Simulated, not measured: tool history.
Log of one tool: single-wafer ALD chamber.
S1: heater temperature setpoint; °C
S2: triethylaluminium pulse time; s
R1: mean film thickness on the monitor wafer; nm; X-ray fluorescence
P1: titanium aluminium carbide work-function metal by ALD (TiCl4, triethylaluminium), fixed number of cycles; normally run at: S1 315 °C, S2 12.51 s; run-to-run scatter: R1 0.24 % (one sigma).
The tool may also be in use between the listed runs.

| run | day | S1 | S2 | R1 |
|---|---|---|---|---|
| 1 | 0.512 | 315 | 12.51 | 2.2818 |
| 2 | 0.854 | 315 | 12.51 | 2.2822 |
| 3 | 1.371 | 298 | 12.51 | 2.1131 |
| 4 | 1.896 | 334 | 16.57 | 2.4905 |
| 5 | 2.338 | 315 | 6.22 | 2.042 |
| 6 | 2.796 | 294 | 19.76 | 2.1196 |
| 7 | 3.292 | 315 | 12.51 | 2.2906 |
| 8 | 3.717 | 315 | 12.51 | 2.2832 |
| 9 | 4.096 | 315 | 17.29 | 2.3022 |
| 10 | 4.688 | 315 | 12.51 | 2.2818 |
| 11 | 5.138 | 338 | 12.51 | 2.4985 |
| 12 | 5.696 | 315 | 12.51 | 2.2829 |
| 13 | 6.096 | 315 | 12.51 | 2.2751 |
| 14 | 6.571 | 315 | 12.51 | 2.2532 |
| 15 | 7.071 | 315 | 12.51 | 2.2484 |
| 16 | 7.521 | 315 | 12.51 | 2.2422 |
| 17 | 7.792 | 315 | 12.51 | 2.2272 |
| 18 | 8.35 | 315 | 12.51 | 2.2394 |
| 19 | 8.933 | 315 | 12.51 | 2.2321 |
| 20 | 9.388 | 315 | 12.51 | 2.2368 |
| 21 | 9.908 | 315 | 12.51 | 2.2385 |
| 22 | 10.442 | 315 | 12.51 | 2.2353 |
| 23 | 10.938 | 315 | 12.51 | 2.232 |

What P1 gives has crept away from where it was. These 2 causes fit the log equally well, each at the size given:
A: wafer temperature below the value expected at the setpoint (K) = 5.11
B: triethylaluminium dose below that of a fresh bottle (%) = 21.7
The creep began at about day 5.696.

4 check runs are offered, one wafer each, their results left as question marks. Which one tells the causes apart?
| check 1 | 11.433 | 333 | 12.51 | ? |
| check 2 | 11.433 | 304 | 12.51 | ? |
| check 3 | 11.433 | 327 | 7.48 | ? |
| check 4 | 11.433 | 337 | 12.51 | ? |

What each check would give under each cause:
| check | result | if A | if B |
|---|---|---|---|
| check 1 | R1 | 2.4034 | 2.4004 |
| check 2 | R1 | 2.1308 | 2.1326 |
| check 3 | R1 | 2.198 | 2.1053 |
| check 4 | R1 | 2.4414 | 2.4378 |
How far apart the two closest causes lie, in the result that separates them most: check 1 0.12 %; check 2 0.08 %; check 3 4.31 %; check 4 0.15 %
Only check 3 tells the causes apart: in the others they would give nearly the same result.

Check 3 was then run and gave: R1 2.203 nm. Which cause is it?

It is A: wafer temperature below the value expected at the setpoint (K).

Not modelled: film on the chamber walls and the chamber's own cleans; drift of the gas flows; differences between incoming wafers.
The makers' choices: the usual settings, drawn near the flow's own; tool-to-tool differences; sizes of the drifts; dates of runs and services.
